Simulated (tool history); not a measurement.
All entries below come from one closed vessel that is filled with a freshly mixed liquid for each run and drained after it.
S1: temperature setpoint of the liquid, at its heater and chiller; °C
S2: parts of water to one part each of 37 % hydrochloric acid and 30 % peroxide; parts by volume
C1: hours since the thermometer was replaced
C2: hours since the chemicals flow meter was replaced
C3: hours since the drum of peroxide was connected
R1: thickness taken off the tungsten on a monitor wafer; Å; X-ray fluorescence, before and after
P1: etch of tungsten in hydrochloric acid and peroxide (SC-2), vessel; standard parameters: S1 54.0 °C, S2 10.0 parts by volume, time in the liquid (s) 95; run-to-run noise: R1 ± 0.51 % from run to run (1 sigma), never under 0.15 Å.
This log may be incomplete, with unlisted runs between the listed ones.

run 1 hour=4.8 | S1=54.0 S2=10.0 time_in_the_liquid_(s)=95 | C1=473.6 C2=355.9 C3=371.2 | R1=213.560
run 2 hour=9.8 | S1=64.0 S2=10.0 time_in_the_liquid_(s)=45 | C1=478.6 C2=360.9 C3=376.2 | R1=190.310
run 3 hour=16.5 | S1=54.0 S2=10.0 time_in_the_liquid_(s)=95 | C1=485.3 C2=367.6 C3=382.9 | R1=214.940
run 4 hour=23.0 | S1=54.0 S2=10.0 time_in_the_liquid_(s)=95 | C1=491.8 C2=374.1 C3=389.4 | R1=212.740
run 5 hour=32.6 | S1=54.0 S2=4.0 time_in_the_liquid_(s)=30 | C1=501.4 C2=383.7 C3=399.0 | R1=135.230
run 6 hour=42.4 | S1=54.0 S2=10.0 time_in_the_liquid_(s)=95 | C1=511.2 C2=393.5 C3=408.8 | R1=213.610
run 7 hour=50.4 | S1=54.0 S2=4.0 time_in_the_liquid_(s)=95 | C1=519.2 C2=401.5 C3=416.8 | R1=431.560
run 8 hour=56.7 | S1=54.0 S2=17.5 time_in_the_liquid_(s)=95 | C1=525.5 C2=407.8 C3=423.1 | R1=131.470
run 9 hour=62.7 | S1=54.0 S2=10.0 time_in_the_liquid_(s)=30 | C1=531.5 C2=413.8 C3=429.1 | R1=67.726
run 10 hour=70.9 | S1=54.0 S2=10.0 time_in_the_liquid_(s)=175 | C1=539.7 C2=422.0 C3=437.3 | R1=394.820
run 11 hour=78.8 | S1=37.5 S2=10.0 time_in_the_liquid_(s)=95 | C1=547.6 C2=429.9 C3=445.2 | R1=69.315
run 12 hour=87.6 | S1=70.0 S2=10.0 time_in_the_liquid_(s)=95 | C1=556.4 C2=438.7 C3=454.0 | R1=578.380
run 13 hour=92.3 | S1=54.0 S2=10.0 time_in_the_liquid_(s)=95 | C1=561.1 C2=443.4 C3=458.7 | R1=214.750
run 14 hour=102.6 | S1=54.0 S2=10.0 time_in_the_liquid_(s)=95 | C1=571.4 C2=453.7 C3=469.0 | R1=212.600
run 15 hour=111.8 | S1=54.0 S2=10.0 time_in_the_liquid_(s)=95 | C1=580.6 C2=462.9 C3=478.2 | R1=215.690
run 16 hour=122.5 | S1=54.0 S2=10.0 time_in_the_liquid_(s)=95 | C1=591.3 C2=473.6 C3=488.9 | R1=222.440
run 17 hour=130.9 | S1=54.0 S2=10.0 time_in_the_liquid_(s)=95 | C1=599.7 C2=482.0 C3=497.3 | R1=226.880
run 18 hour=136.4 | S1=54.0 S2=10.0 time_in_the_liquid_(s)=95 | C1=605.2 C2=487.5 C3=502.8 | R1=227.730
run 19 hour=141.9 | S1=54.0 S2=10.0 time_in_the_liquid_(s)=95 | C1=610.7 C2=493.0 C3=508.3 | R1=228.470
run 20 hour=150.4 | S1=54.0 S2=10.0 time_in_the_liquid_(s)=95 | C1=619.2 C2=501.5 C3=516.8 | R1=230.610
run 21 hour=156.9 | S1=54.0 S2=10.0 time_in_the_liquid_(s)=95 | C1=625.7 C2=508.0 C3=523.3 | R1=231.040
run 22 hour=162.7 | S1=54.0 S2=10.0 time_in_the_liquid_(s)=95 | C1=631.5 C2=513.8 C3=529.1 | R1=231.470
run 23 hour=167.5 | S1=54.0 S2=10.0 time_in_the_liquid_(s)=95 | C1=636.3 C2=518.6 C3=533.9 | R1=232.070
run 24 hour=175.6 | S1=54.0 S2=10.0 time_in_the_liquid_(s)=95 | C1=644.4 C2=526.7 C3=542.0 | R1=230.670

The output of P1 has drifted from where it used to be. Each of the 2 causes below, taken at the size shown beside it, accounts for the log equally well:
A: chemicals flow above the setpoint (%) = 10.4
B: liquid hotter than its thermometer reads (K) = 1.26
At approximately hour 111.8, the process output began to creep.
The rest of the possible causes, and what rules out each one:
peroxide weaker than its label (%): cannot exceed 8; that much would move R1 by -7.4 %, which falls short of the creep or goes against it

Which of the check runs below tells the causes apart, meaning the causes would give it clearly different results? Each run uses 3 wafers whose results are averaged, and each result is shown as a question mark.
run check 1 hour=183.7 | S1=40.5 S2=14.0 time_in_the_liquid_(s)=95 | R1=?
run check 2 hour=183.7 | S1=54.0 S2=16.0 time_in_the_liquid_(s)=30 | R1=?
run check 3 hour=183.7 | S1=54.0 S2=16.0 time_in_the_liquid_(s)=155 | R1=?
run check 4 hour=183.7 | S1=44.0 S2=4.0 time_in_the_liquid_(s)=95 | R1=?

What every check run would give for each of its results, assuming each possible cause in turn:
check=check_1 result=R1 if_A=69.949 if_B=70.144
check=check_2 result=R1 if_A=49.144 if_B=48.861
check=check_3 result=R1 if_A=253.910 if_B=252.450
check=check_4 result=R1 if_A=233.330 if_B=238.510
Minimum pairwise separation of causes per check, each pair taken at its best-separating result: check 1 0.28 %; check 2 0.58 %; check 3 0.58 %; check 4 2.2 %
Of the check runs offered, only check 4 discriminates between the causes; the rest would read about the same regardless of which cause applies.

Then check 4 was run and gave: R1 233.090 Å. Which cause is it?

It is A: chemicals flow above the setpoint (%).
